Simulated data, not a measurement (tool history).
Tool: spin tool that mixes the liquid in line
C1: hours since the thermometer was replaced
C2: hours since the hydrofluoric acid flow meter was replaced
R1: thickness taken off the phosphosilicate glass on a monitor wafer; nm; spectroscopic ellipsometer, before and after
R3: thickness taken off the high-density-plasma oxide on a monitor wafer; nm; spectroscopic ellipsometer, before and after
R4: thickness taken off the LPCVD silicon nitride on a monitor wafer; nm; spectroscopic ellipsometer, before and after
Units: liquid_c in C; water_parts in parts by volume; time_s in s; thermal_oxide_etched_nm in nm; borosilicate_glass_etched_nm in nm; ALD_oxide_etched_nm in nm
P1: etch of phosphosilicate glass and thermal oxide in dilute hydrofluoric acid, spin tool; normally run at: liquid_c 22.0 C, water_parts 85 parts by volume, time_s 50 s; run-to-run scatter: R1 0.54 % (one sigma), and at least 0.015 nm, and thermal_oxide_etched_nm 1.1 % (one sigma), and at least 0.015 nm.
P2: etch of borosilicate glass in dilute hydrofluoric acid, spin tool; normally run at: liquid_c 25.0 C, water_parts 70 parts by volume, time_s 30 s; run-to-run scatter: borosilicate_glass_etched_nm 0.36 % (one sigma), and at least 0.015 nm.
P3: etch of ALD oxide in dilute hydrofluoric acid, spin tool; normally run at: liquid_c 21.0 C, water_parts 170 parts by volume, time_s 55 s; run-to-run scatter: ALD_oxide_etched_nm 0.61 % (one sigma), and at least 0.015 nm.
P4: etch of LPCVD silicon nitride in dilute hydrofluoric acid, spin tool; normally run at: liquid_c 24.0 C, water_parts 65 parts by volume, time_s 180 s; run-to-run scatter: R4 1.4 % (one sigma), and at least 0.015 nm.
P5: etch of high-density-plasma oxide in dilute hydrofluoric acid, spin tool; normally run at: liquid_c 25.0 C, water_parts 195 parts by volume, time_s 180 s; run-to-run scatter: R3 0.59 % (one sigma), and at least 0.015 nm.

Run 1, day 0.417: process P1, liquid_c 22.0 C, water_parts 85 parts by volume, time_s 50 s; C1 177.4; C2 292.8. Result: R1 51.944 nm, thermal_oxide_etched_nm 2.6238 nm.
Run 2, day 0.712: process P5, liquid_c 25.0 C, water_parts 195 parts by volume, time_s 15 s; C1 184.5; C2 299.9. Result: R3 0.35356 nm.
Run 3, day 1.050: process P1, liquid_c 22.0 C, water_parts 125 parts by volume, time_s 50 s; C1 192.6; C2 308.0. Result: R1 34.114 nm, thermal_oxide_etched_nm 1.6427 nm.
Run 4, day 1.279: process P1, liquid_c 22.0 C, water_parts 85 parts by volume, time_s 25 s; C1 198.1; C2 313.5. Result: R1 25.942 nm, thermal_oxide_etched_nm 1.3039 nm.
Run 5, day 1.608: process P4, liquid_c 24.0 C, water_parts 65 parts by volume, time_s 180 s; C1 206.0; C2 321.4. Result: R4 1.4671 nm.
Run 6, day 2.079: process P2, liquid_c 25.0 C, water_parts 70 parts by volume, time_s 30 s; C1 217.3; C2 332.7. Result: borosilicate_glass_etched_nm 11.0830 nm.
Run 7, day 2.400: process P3, liquid_c 21.0 C, water_parts 170 parts by volume, time_s 100 s; C1 225.0; C2 340.4. Result: ALD_oxide_etched_nm 8.2998 nm.
Run 8, day 2.667: process P1, liquid_c 22.0 C, water_parts 85 parts by volume, time_s 50 s; C1 231.4; C2 346.8. Result: R1 52.745 nm, thermal_oxide_etched_nm 2.6170 nm.
Run 9, day 2.892: process P5, liquid_c 32.5 C, water_parts 195 parts by volume, time_s 180 s; C1 236.8; C2 352.2. Result: R3 5.61010 nm.
Run 10, day 3.150: process P3, liquid_c 21.0 C, water_parts 170 parts by volume, time_s 55 s; C1 243.0; C2 358.4. Result: ALD_oxide_etched_nm 4.4819 nm.
Run 11, day 3.379: process P3, liquid_c 21.0 C, water_parts 85 parts by volume, time_s 55 s; C1 248.5; C2 363.9. Result: ALD_oxide_etched_nm 9.9589 nm.
Run 12, day 3.842: process P4, liquid_c 24.0 C, water_parts 65 parts by volume, time_s 305 s; C1 259.6; C2 375.0. Result: R4 2.6261 nm.
At day 3.962: thermometer replaced.
Run 13, day 4.129: process P4, liquid_c 24.0 C, water_parts 65 parts by volume, time_s 180 s; C1 4.1; C2 381.9. Result: R4 1.4733 nm.
Run 14, day 4.592: process P1, liquid_c 22.0 C, water_parts 50 parts by volume, time_s 50 s; C1 15.2; C2 393.0. Result: R1 92.822 nm, thermal_oxide_etched_nm 4.6975 nm.
Run 15, day 5.038: process P1, liquid_c 25.5 C, water_parts 85 parts by volume, time_s 50 s; C1 25.9; C2 403.7. Result: R1 60.376 nm, thermal_oxide_etched_nm 3.0766 nm.
Run 16, day 5.483: process P1, liquid_c 22.0 C, water_parts 85 parts by volume, time_s 50 s; C1 36.6; C2 414.4. Result: R1 52.528 nm, thermal_oxide_etched_nm 2.6267 nm.
Run 17, day 5.875: process P1, liquid_c 22.0 C, water_parts 85 parts by volume, time_s 85 s; C1 46.0; C2 423.8. Result: R1 88.559 nm, thermal_oxide_etched_nm 4.5753 nm.
Run 18, day 6.325: process P2, liquid_c 17.0 C, water_parts 70 parts by volume, time_s 30 s; C1 56.8; C2 434.6. Result: borosilicate_glass_etched_nm 7.9624 nm.
Run 19, day 6.800: process P1, liquid_c 18.0 C, water_parts 85 parts by volume, time_s 85 s; C1 68.2; C2 446.0. Result: R1 75.731 nm, thermal_oxide_etched_nm 3.8220 nm.
Run 20, day 7.200: process P5, liquid_c 25.0 C, water_parts 195 parts by volume, time_s 180 s; C1 77.8; C2 455.6. Result: R3 4.29850 nm.
Run 21, day 7.458: process P5, liquid_c 25.0 C, water_parts 60 parts by volume, time_s 180 s; C1 84.0; C2 461.8. Result: R3 16.45500 nm.
Run 22, day 7.758: process P1, liquid_c 22.0 C, water_parts 85 parts by volume, time_s 50 s; C1 91.2; C2 469.0. Result: R1 52.588 nm, thermal_oxide_etched_nm 2.6343 nm.
Run 23, day 7.983: process P4, liquid_c 28.0 C, water_parts 65 parts by volume, time_s 180 s; C1 96.6; C2 474.4. Result: R4 1.9881 nm.
Run 24, day 8.392: process P2, liquid_c 25.0 C, water_parts 70 parts by volume, time_s 15 s; C1 106.4; C2 484.2. Result: borosilicate_glass_etched_nm 5.4994 nm.
Run 25, day 8.775: process P4, liquid_c 24.0 C, water_parts 100 parts by volume, time_s 180 s; C1 115.6; C2 493.4. Result: R4 1.0022 nm.
Run 26, day 9.088: process P3, liquid_c 21.0 C, water_parts 170 parts by volume, time_s 55 s; C1 123.1; C2 500.9. Result: ALD_oxide_etched_nm 4.5339 nm.
Run 27, day 9.496: process P1, liquid_c 17.0 C, water_parts 85 parts by volume, time_s 50 s; C1 132.9; C2 510.7. Result: R1 42.670 nm, thermal_oxide_etched_nm 2.1908 nm.
Run 28, day 9.712: process P5, liquid_c 25.0 C, water_parts 195 parts by volume, time_s 180 s; C1 138.1; C2 515.9. Result: R3 4.29460 nm.
Run 29, day 9.979: process P2, liquid_c 25.0 C, water_parts 120 parts by volume, time_s 30 s; C1 144.5; C2 522.3. Result: borosilicate_glass_etched_nm 6.0575 nm.
Run 30, day 10.354: process P1, liquid_c 22.0 C, water_parts 85 parts by volume, time_s 50 s; C1 153.5; C2 531.3. Result: R1 52.070 nm, thermal_oxide_etched_nm 2.6506 nm.
Run 31, day 10.612: process P2, liquid_c 25.0 C, water_parts 70 parts by volume, time_s 30 s; C1 159.7; C2 537.5. Result: borosilicate_glass_etched_nm 11.0580 nm.
Run 32, day 11.092: process P3, liquid_c 28.0 C, water_parts 170 parts by volume, time_s 55 s; C1 171.2; C2 549.0. Result: ALD_oxide_etched_nm 5.8898 nm.
Run 33, day 11.304: process P1, liquid_c 22.0 C, water_parts 85 parts by volume, time_s 50 s; C1 176.3; C2 554.1. Result: R1 52.418 nm, thermal_oxide_etched_nm 2.6540 nm.
Run 34, day 11.712: process P1, liquid_c 22.0 C, water_parts 85 parts by volume, time_s 50 s; C1 186.1; C2 563.9. Result: R1 52.672 nm, thermal_oxide_etched_nm 2.6545 nm.
Run 35, day 12.083: process P1, liquid_c 22.0 C, water_parts 85 parts by volume, time_s 50 s; C1 195.0; C2 572.8. Result: R1 53.391 nm, thermal_oxide_etched_nm 2.7307 nm.
Run 36, day 12.488: process P1, liquid_c 22.0 C, water_parts 85 parts by volume, time_s 50 s; C1 204.7; C2 582.5. Result: R1 54.808 nm, thermal_oxide_etched_nm 2.8135 nm.
Run 37, day 12.904: process P1, liquid_c 22.0 C, water_parts 85 parts by volume, time_s 50 s; C1 214.7; C2 592.5. Result: R1 55.451 nm, thermal_oxide_etched_nm 2.7915 nm.
Run 38, day 13.225: process P1, liquid_c 22.0 C, water_parts 85 parts by volume, time_s 50 s; C1 222.4; C2 600.2. Result: R1 55.796 nm, thermal_oxide_etched_nm 2.8420 nm.
Run 39, day 13.617: process P1, liquid_c 22.0 C, water_parts 85 parts by volume, time_s 50 s; C1 231.8; C2 609.6. Result: R1 56.065 nm, thermal_oxide_etched_nm 2.8040 nm.
Run 40, day 13.912: process P1, liquid_c 22.0 C, water_parts 85 parts by volume, time_s 50 s; C1 238.9; C2 616.7. Result: R1 56.325 nm, thermal_oxide_etched_nm 2.8071 nm.
Run 41, day 14.354: process P1, liquid_c 22.0 C, water_parts 85 parts by volume, time_s 50 s; C1 249.5; C2 627.3. Result: R1 56.309 nm, thermal_oxide_etched_nm 2.7870 nm.
Run 42, day 14.746: process P1, liquid_c 22.0 C, water_parts 85 parts by volume, time_s 50 s; C1 258.9; C2 636.7. Result: R1 56.731 nm, thermal_oxide_etched_nm 2.8450 nm.
Run 43, day 15.088: process P1, liquid_c 22.0 C, water_parts 85 parts by volume, time_s 50 s; C1 267.1; C2 644.9. Result: R1 56.737 nm, thermal_oxide_etched_nm 2.8826 nm.
Run 44, day 15.467: process P1, liquid_c 22.0 C, water_parts 85 parts by volume, time_s 50 s; C1 276.2; C2 654.0. Result: R1 56.027 nm, thermal_oxide_etched_nm 2.8284 nm.

What P1 gives has crept away from where it was. These 2 causes fit the log equally well, each at the size given:
A: liquid hotter than its thermometer reads (K) = 1.96
B: hydrofluoric acid flow above the setpoint (%) = 7.45
The creep began at about day 11.712.

4 check runs are offered, each on 5 wafers whose results are averaged, their results left as question marks. Which one tells the causes apart?
Run check 1, day 15.846: process P4, liquid_c 27.0 C, water_parts 65 parts by volume, time_s 180 s. Result: R4 ?.
Run check 2, day 15.846: process P3, liquid_c 21.0 C, water_parts 110 parts by volume, time_s 95 s. Result: ALD_oxide_etched_nm ?.
Run check 3, day 15.846: process P5, liquid_c 25.0 C, water_parts 105 parts by volume, time_s 75 s. Result: R3 ?.
Run check 4, day 15.846: process P2, liquid_c 21.5 C, water_parts 70 parts by volume, time_s 15 s. Result: borosilicate_glass_etched_nm ?.

What each check would give under each cause:
  check                        result     if A     if B
check 1                            R4   2.0803   1.9666
check 2           ALD_oxide_etched_nm  13.9220  13.9500
check 3                            R3  3.98950  4.00960
check 4  borosilicate_glass_etched_nm   5.2036   5.1894
How far apart the two closest causes lie, in the result that separates them most: check 1 5.62 %; check 2 0.2 %; check 3 0.5 %; check 4 0.27 %
Check 1 tells the causes apart: in the others they would give nearly the same result.

Then check 1 was run and gave: R4 2.0818 nm. Which cause is it?

It is A: liquid hotter than its thermometer reads (K).
